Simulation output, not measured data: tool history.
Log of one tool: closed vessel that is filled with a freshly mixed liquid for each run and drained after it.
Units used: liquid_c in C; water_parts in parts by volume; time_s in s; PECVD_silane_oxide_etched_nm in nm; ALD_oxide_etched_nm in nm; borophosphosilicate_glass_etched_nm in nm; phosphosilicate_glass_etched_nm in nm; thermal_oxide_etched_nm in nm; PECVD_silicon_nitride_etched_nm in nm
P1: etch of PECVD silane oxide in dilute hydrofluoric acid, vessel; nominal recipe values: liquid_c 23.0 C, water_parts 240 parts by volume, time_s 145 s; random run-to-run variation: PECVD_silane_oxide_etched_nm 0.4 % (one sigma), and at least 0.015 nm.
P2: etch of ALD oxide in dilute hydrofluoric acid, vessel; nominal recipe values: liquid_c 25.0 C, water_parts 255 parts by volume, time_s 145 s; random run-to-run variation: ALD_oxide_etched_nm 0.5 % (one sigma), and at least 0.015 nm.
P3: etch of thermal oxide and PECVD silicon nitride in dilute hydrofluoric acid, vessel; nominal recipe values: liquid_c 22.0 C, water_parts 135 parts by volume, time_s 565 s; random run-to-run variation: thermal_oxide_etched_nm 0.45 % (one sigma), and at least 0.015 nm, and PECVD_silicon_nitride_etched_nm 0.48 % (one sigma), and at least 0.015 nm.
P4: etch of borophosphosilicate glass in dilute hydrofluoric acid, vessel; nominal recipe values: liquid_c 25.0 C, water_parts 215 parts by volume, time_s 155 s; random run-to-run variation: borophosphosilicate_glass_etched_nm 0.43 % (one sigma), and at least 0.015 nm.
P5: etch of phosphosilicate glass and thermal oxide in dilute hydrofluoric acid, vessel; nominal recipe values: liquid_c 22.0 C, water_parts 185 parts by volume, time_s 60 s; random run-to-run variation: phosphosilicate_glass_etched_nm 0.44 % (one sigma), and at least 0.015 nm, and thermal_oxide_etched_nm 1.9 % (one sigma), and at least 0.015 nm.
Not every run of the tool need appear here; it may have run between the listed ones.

run,hour,process,liquid_c,water_parts,time_s,hours since the thermometer was replaced,hours since the hydrofluoric acid flow meter was replaced,PECVD_silane_oxide_etched_nm,ALD_oxide_etched_nm,borophosphosilicate_glass_etched_nm,phosphosilicate_glass_etched_nm,thermal_oxide_etched_nm,PECVD_silicon_nitride_etched_nm
1,8.8,P1,23.0,240,145,78.3,229.7,13.5300,,,,,
2,18.0,P2,25.0,255,145,87.5,238.9,,10.3350,,,,
3,27.3,P4,25.0,215,155,96.8,248.2,,,35.646,,,
4,38.9,P1,27.0,240,145,108.4,259.8,15.6870,,,,,
5,46.2,P1,23.0,240,145,115.7,267.1,13.5830,,,,,
6,55.9,P1,23.0,240,145,125.4,276.8,13.5790,,,,,
7,64.0,P5,30.0,185,60,133.5,284.9,,,,70.264,1.71690,
8,74.9,P4,25.0,215,230,144.4,295.8,,,53.327,,,
9,81.9,P3,22.0,230,565,151.4,302.8,,,,,9.84670,5.5181
10,89.1,P5,22.0,185,60,158.6,310.0,,,,52.644,1.30770,
11,95.4,P5,22.0,185,110,164.9,316.3,,,,96.613,2.29020,
12,101.6,P1,18.0,240,30,171.1,322.5,2.2940,,,,,
13,110.6,P1,23.0,240,145,180.1,331.5,13.5450,,,,,
14,120.5,P1,23.0,45,145,190.0,341.4,90.6360,,,,,
15,132.7,P2,25.0,410,145,202.2,353.6,,5.5322,,,,
16,143.7,P4,25.0,385,155,213.2,364.6,,,16.842,,,
17,156.2,P4,32.0,215,155,225.7,377.1,,,45.504,,,
18,165.9,P1,23.0,240,265,235.4,386.8,24.8280,,,,,
19,175.1,P2,29.5,255,145,244.6,396.0,,11.9260,,,,
20,187.3,P1,23.0,430,85,256.8,408.2,3.7281,,,,,
21,198.1,P2,25.0,255,30,267.6,419.0,,2.1142,,,,
22,209.5,P3,22.0,135,565,279.0,430.4,,,,,18.41300,9.3267
23,221.6,P3,17.5,135,565,291.1,442.5,,,,,15.36000,6.9032
24,233.8,P1,23.0,240,145,303.3,454.7,13.6050,,,,,
25,245.7,P3,22.0,135,310,315.2,466.6,,,,,9.99330,5.1109
26,251.8,P1,23.0,345,145,321.3,472.7,8.5713,,,,,
27,260.1,P5,22.0,330,60,329.6,481.0,,,,25.391,0.65003,
28,271.2,P1,18.0,240,145,340.7,492.1,11.2400,,,,,
29,280.3,P1,23.0,60,270,349.8,501.2,124.3800,,,,,
30,286.2,P1,23.0,240,85,355.7,507.1,8.0313,,,,,
31,293.2,P1,23.0,240,145,362.7,514.1,13.6720,,,,,
32,299.8,P1,23.0,240,145,369.3,520.7,13.9630,,,,,
33,308.5,P1,23.0,240,145,378.0,529.4,14.1000,,,,,
34,315.6,P1,23.0,240,145,385.1,536.5,14.1870,,,,,
35,325.2,P1,23.0,240,145,394.7,546.1,14.4040,,,,,
36,334.4,P1,23.0,240,145,403.9,555.3,14.3920,,,,,
37,345.7,P1,23.0,240,145,415.2,566.6,14.4080,,,,,
38,352.4,P1,23.0,240,145,421.9,573.3,14.4570,,,,,
39,363.9,P1,23.0,240,145,433.4,584.8,14.4300,,,,,

P1 no longer gives what it gave before; its output has crept away from where it was. The following 2 causes, each at its listed size, fit the log equally well:
A: liquid hotter than its thermometer reads (K) = 1.74
B: hydrofluoric acid flow above the setpoint (%) = 5.21
Onset of the creep was near hour 293.2.

Below are 4 check runs, each on a single wafer, with their results shown as question marks. Which of them would tell the listed causes apart, meaning the causes would give clearly different results under it?
check 1,375.4,P4,25.0,350,155,,,,,?,,,
check 2,375.4,P3,18.0,135,565,,,,,,,?,?
check 3,375.4,P5,22.0,320,105,,,,,,?,?,
check 4,375.4,P2,29.0,255,30,,,,?,,,,

What every check run would give for each of its results, assuming each possible cause in turn:
check,result,if A,if B
check 1,borophosphosilicate_glass_etched_nm,20.369,20.576
check 2,thermal_oxide_etched_nm,16.75300,16.53600
check 2,PECVD_silicon_nitride_etched_nm,8.0259,7.4923
check 3,phosphosilicate_glass_etched_nm,49.339,49.577
check 3,thermal_oxide_etched_nm,1.20370,1.20950
check 4,ALD_oxide_etched_nm,2.5807,2.5995
Separation of the two closest causes in each check, using whichever result separates them best: check 1 1.01 %; check 2 6.88 %; check 3 0.48 %; check 4 0.73 %
The causes can be told apart only by check 2. The other checks would give nearly the same results under each of them.

Check 2 has now been run. It gave: thermal_oxide_etched_nm 16.86300 nm; PECVD_silicon_nitride_etched_nm 8.0398 nm. Which of the candidate causes is it?

Of the candidate causes, it is A: liquid hotter than its thermometer reads (K).
